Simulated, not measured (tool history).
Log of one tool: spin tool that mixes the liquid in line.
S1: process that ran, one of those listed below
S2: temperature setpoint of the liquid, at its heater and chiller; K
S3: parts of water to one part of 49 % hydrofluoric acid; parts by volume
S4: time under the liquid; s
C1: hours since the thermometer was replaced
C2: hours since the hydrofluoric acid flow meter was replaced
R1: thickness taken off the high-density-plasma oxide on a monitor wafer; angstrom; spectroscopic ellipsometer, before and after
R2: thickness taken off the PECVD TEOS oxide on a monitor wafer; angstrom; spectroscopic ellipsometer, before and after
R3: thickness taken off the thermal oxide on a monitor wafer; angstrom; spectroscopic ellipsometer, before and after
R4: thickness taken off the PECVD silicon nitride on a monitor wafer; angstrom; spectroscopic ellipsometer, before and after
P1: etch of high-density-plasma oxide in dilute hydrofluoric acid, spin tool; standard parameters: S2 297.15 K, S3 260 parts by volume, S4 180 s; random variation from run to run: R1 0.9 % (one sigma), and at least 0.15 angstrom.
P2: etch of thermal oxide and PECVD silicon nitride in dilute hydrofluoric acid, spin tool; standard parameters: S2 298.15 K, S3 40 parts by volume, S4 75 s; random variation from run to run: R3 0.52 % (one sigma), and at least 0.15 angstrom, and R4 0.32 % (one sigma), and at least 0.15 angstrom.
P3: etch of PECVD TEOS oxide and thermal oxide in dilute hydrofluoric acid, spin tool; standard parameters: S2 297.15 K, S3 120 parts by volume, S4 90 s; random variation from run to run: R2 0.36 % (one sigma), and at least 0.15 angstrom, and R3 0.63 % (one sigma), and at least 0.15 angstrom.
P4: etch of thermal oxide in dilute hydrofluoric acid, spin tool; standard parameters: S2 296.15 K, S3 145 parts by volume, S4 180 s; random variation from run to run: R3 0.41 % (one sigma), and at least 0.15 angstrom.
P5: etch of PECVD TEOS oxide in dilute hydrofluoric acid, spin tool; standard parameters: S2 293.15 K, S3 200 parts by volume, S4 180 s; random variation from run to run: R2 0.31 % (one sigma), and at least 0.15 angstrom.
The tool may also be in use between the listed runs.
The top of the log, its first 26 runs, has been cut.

run 27 hour=261.6 | S1=P1 S2=300.65 S3=260 S4=180 | C1=901.3 C2=713.5 | R1=32.231
run 28 hour=273.3 | S1=P1 S2=291.65 S3=425 S4=180 | C1=913.0 C2=725.2 | R1=12.469
run 29 hour=282.9 | S1=P1 S2=292.65 S3=260 S4=180 | C1=922.6 C2=734.8 | R1=24.530
run 30 hour=295.5 | S1=P3 S2=297.15 S3=120 S4=180 | C1=935.2 C2=747.4 | R2=406.560 R3=72.008
run 31 hour=303.0 | S1=P1 S2=297.15 S3=260 S4=180 | C1=942.7 C2=754.9 | R1=28.683
run 32 hour=310.2 | S1=P1 S2=297.15 S3=260 S4=180 | C1=949.9 C2=762.1 | R1=28.943
run 33 hour=321.7 | S1=P4 S2=296.15 S3=145 S4=180 | C1=961.4 C2=773.6 | R3=56.483
run 34 hour=331.1 | S1=P3 S2=297.15 S3=120 S4=90 | C1=970.8 C2=783.0 | R2=205.160 R3=36.312
run 35 hour=344.3 | S1=P5 S2=293.15 S3=200 S4=180 | C1=984.0 C2=796.2 | R2=70.354
run 36 hour=352.4 | S1=P1 S2=297.15 S3=260 S4=180 | C1=992.1 C2=804.3 | R1=28.467

What will run 37 give?
run 37 hour=365.2 | S1=P1 S2=297.15 S3=260 S4=180 | C1=1004.9 C2=817.1 | R1=?

{"run 37": {"R1": 29.652}}
